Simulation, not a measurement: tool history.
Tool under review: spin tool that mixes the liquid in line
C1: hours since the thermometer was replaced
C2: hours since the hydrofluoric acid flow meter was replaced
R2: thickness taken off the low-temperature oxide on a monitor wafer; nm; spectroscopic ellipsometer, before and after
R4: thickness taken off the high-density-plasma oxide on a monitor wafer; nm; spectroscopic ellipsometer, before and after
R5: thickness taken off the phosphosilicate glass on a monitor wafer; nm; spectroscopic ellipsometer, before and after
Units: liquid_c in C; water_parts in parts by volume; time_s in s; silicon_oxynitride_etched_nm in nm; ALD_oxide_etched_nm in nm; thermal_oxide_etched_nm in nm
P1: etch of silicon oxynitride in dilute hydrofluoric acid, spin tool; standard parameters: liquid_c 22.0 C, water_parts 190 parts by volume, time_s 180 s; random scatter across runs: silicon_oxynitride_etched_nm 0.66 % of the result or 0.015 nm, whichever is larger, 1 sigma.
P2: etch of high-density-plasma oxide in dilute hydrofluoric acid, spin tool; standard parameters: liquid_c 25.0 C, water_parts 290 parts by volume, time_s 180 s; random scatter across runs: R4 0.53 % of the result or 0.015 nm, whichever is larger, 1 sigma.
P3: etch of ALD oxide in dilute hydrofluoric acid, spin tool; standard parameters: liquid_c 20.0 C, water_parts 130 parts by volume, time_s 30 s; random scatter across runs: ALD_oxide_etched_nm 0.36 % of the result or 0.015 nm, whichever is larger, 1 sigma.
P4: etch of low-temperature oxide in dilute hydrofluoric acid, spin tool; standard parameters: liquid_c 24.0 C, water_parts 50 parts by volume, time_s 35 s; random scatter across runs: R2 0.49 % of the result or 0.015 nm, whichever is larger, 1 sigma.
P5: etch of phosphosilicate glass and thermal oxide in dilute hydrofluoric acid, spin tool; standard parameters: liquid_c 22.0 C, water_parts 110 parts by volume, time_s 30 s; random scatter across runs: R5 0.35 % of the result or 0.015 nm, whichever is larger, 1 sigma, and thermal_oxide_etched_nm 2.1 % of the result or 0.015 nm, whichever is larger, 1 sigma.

run 1 hour=10.0 | process=P1 liquid_c=22.0 water_parts=190 time_s=180 | C1=717.8 C2=198.3 | silicon_oxynitride_etched_nm=3.58200
run 2 hour=23.7 | process=P1 liquid_c=22.0 water_parts=190 time_s=180 | C1=731.5 C2=212.0 | silicon_oxynitride_etched_nm=3.53280
run 3 hour=31.6 | process=P4 liquid_c=24.0 water_parts=50 time_s=15 | C1=739.4 C2=219.9 | R2=10.838
-- hour=37.1 hydrofluoric acid flow meter replaced
run 4 hour=38.3 | process=P4 liquid_c=24.0 water_parts=20 time_s=35 | C1=746.1 C2=1.2 | R2=66.607
run 5 hour=44.8 | process=P3 liquid_c=20.0 water_parts=195 time_s=30 | C1=752.6 C2=7.7 | ALD_oxide_etched_nm=3.8402
run 6 hour=55.3 | process=P4 liquid_c=24.0 water_parts=50 time_s=35 | C1=763.1 C2=18.2 | R2=25.652
run 7 hour=65.4 | process=P1 liquid_c=22.0 water_parts=190 time_s=180 | C1=773.2 C2=28.3 | silicon_oxynitride_etched_nm=3.54080
run 8 hour=72.0 | process=P1 liquid_c=22.0 water_parts=190 time_s=180 | C1=779.8 C2=34.9 | silicon_oxynitride_etched_nm=3.58960
run 9 hour=79.7 | process=P2 liquid_c=25.0 water_parts=530 time_s=180 | C1=787.5 C2=42.6 | R4=2.1367
run 10 hour=94.5 | process=P1 liquid_c=28.5 water_parts=190 time_s=180 | C1=802.3 C2=57.4 | silicon_oxynitride_etched_nm=4.73050
run 11 hour=104.1 | process=P3 liquid_c=20.0 water_parts=130 time_s=30 | C1=811.9 C2=67.0 | ALD_oxide_etched_nm=6.1588
run 12 hour=112.2 | process=P2 liquid_c=32.0 water_parts=290 time_s=180 | C1=820.0 C2=75.1 | R4=6.0938
run 13 hour=124.5 | process=P1 liquid_c=22.0 water_parts=80 time_s=180 | C1=832.3 C2=87.4 | silicon_oxynitride_etched_nm=9.21830
run 14 hour=134.5 | process=P1 liquid_c=22.0 water_parts=190 time_s=180 | C1=842.3 C2=97.4 | silicon_oxynitride_etched_nm=3.60210
run 15 hour=143.9 | process=P5 liquid_c=22.0 water_parts=40 time_s=30 | C1=851.7 C2=106.8 | R5=44.625 thermal_oxide_etched_nm=3.71090
run 16 hour=156.5 | process=P3 liquid_c=20.0 water_parts=130 time_s=15 | C1=864.3 C2=119.4 | ALD_oxide_etched_nm=3.0777
run 17 hour=164.1 | process=P5 liquid_c=17.0 water_parts=110 time_s=30 | C1=871.9 C2=127.0 | R5=12.047 thermal_oxide_etched_nm=0.97867
run 18 hour=174.6 | process=P5 liquid_c=22.0 water_parts=110 time_s=30 | C1=882.4 C2=137.5 | R5=15.008 thermal_oxide_etched_nm=1.20450
run 19 hour=188.7 | process=P1 liquid_c=22.0 water_parts=190 time_s=315 | C1=896.5 C2=151.6 | silicon_oxynitride_etched_nm=6.31480
run 20 hour=202.9 | process=P5 liquid_c=22.0 water_parts=110 time_s=45 | C1=910.7 C2=165.8 | R5=22.360 thermal_oxide_etched_nm=1.79140
run 21 hour=211.7 | process=P1 liquid_c=22.0 water_parts=275 time_s=65 | C1=919.5 C2=174.6 | silicon_oxynitride_etched_nm=0.82499
run 22 hour=220.7 | process=P1 liquid_c=17.5 water_parts=190 time_s=180 | C1=928.5 C2=183.6 | silicon_oxynitride_etched_nm=2.85110
run 23 hour=231.7 | process=P2 liquid_c=25.0 water_parts=290 time_s=355 | C1=939.5 C2=194.6 | R4=9.4600
run 24 hour=245.1 | process=P4 liquid_c=24.0 water_parts=50 time_s=35 | C1=952.9 C2=208.0 | R2=25.558
run 25 hour=252.8 | process=P1 liquid_c=22.0 water_parts=190 time_s=180 | C1=960.6 C2=215.7 | silicon_oxynitride_etched_nm=3.57660
run 26 hour=259.9 | process=P4 liquid_c=31.0 water_parts=50 time_s=35 | C1=967.7 C2=222.8 | R2=33.959
run 27 hour=268.8 | process=P3 liquid_c=20.0 water_parts=130 time_s=30 | C1=976.6 C2=231.7 | ALD_oxide_etched_nm=6.1315
run 28 hour=280.5 | process=P1 liquid_c=22.0 water_parts=190 time_s=180 | C1=988.3 C2=243.4 | silicon_oxynitride_etched_nm=3.62900
run 29 hour=287.7 | process=P1 liquid_c=22.0 water_parts=265 time_s=180 | C1=995.5 C2=250.6 | silicon_oxynitride_etched_nm=2.43590
run 30 hour=297.7 | process=P2 liquid_c=25.0 water_parts=290 time_s=180 | C1=1005.5 C2=260.6 | R4=4.8766
run 31 hour=305.0 | process=P1 liquid_c=22.0 water_parts=190 time_s=55 | C1=1012.8 C2=267.9 | silicon_oxynitride_etched_nm=1.10180
run 32 hour=316.6 | process=P3 liquid_c=26.5 water_parts=130 time_s=30 | C1=1024.4 C2=279.5 | ALD_oxide_etched_nm=7.9893
run 33 hour=326.3 | process=P1 liquid_c=22.0 water_parts=190 time_s=180 | C1=1034.1 C2=289.2 | silicon_oxynitride_etched_nm=3.60530
run 34 hour=333.3 | process=P1 liquid_c=22.0 water_parts=190 time_s=180 | C1=1041.1 C2=296.2 | silicon_oxynitride_etched_nm=3.52840
run 35 hour=345.5 | process=P1 liquid_c=22.0 water_parts=190 time_s=180 | C1=1053.3 C2=308.4 | silicon_oxynitride_etched_nm=3.50530
run 36 hour=353.7 | process=P1 liquid_c=22.0 water_parts=190 time_s=180 | C1=1061.5 C2=316.6 | silicon_oxynitride_etched_nm=3.39830
run 37 hour=364.2 | process=P1 liquid_c=22.0 water_parts=190 time_s=180 | C1=1072.0 C2=327.1 | silicon_oxynitride_etched_nm=3.38320
run 38 hour=376.5 | process=P1 liquid_c=22.0 water_parts=190 time_s=180 | C1=1084.3 C2=339.4 | silicon_oxynitride_etched_nm=3.36120
run 39 hour=385.1 | process=P1 liquid_c=22.0 water_parts=190 time_s=180 | C1=1092.9 C2=348.0 | silicon_oxynitride_etched_nm=3.36490
run 40 hour=397.9 | process=P1 liquid_c=22.0 water_parts=190 time_s=180 | C1=1105.7 C2=360.8 | silicon_oxynitride_etched_nm=3.36830
run 41 hour=409.1 | process=P1 liquid_c=22.0 water_parts=190 time_s=180 | C1=1116.9 C2=372.0 | silicon_oxynitride_etched_nm=3.31560
run 42 hour=423.4 | process=P1 liquid_c=22.0 water_parts=190 time_s=180 | C1=1131.2 C2=386.3 | silicon_oxynitride_etched_nm=3.32660

Compared with where it was, what P1 gives has crept away. Each cause listed below fits the log as well as the rest, at the size given for it:
A: liquid colder than its thermometer reads (K) = 1.6
B: hydrofluoric acid flow below the setpoint (%) = 6.25
The drift started at roughly hour 326.3.

The 4 check runs listed below each average the results of 2 wafers, and their outcomes are marked with question marks. Under which run would the listed causes produce clearly different results?
run check 1 hour=437.7 | process=P3 liquid_c=20.0 water_parts=175 time_s=15 | ALD_oxide_etched_nm=?
run check 2 hour=437.7 | process=P5 liquid_c=17.0 water_parts=110 time_s=45 | R5=? thermal_oxide_etched_nm=?
run check 3 hour=437.7 | process=P2 liquid_c=25.0 water_parts=520 time_s=325 | R4=?
run check 4 hour=437.7 | process=P4 liquid_c=30.5 water_parts=50 time_s=15 | R2=?

What each check would give under each cause:
check=check_1 result=ALD_oxide_etched_nm if_A=2.0485 if_B=2.0220
check=check_2 result=R5 if_A=17.053 if_B=16.979
check=check_2 result=thermal_oxide_etched_nm if_A=1.38050 if_B=1.37440
check=check_3 result=R4 if_A=3.7585 if_B=3.5975
check=check_4 result=R2 if_A=13.319 if_B=13.229
Per check, the gap between the least separated pair of causes, taken in the result that splits them most: check 1 1.3 %; check 2 0.44 %; check 3 4.38 %; check 4 0.67 %
Check 3 is the one run that separates the causes; every other check would come out nearly the same whichever cause is at work.

After running check 3, the following was obtained: R4 3.7292 nm. Which cause does this point to?

It is A: liquid colder than its thermometer reads (K).
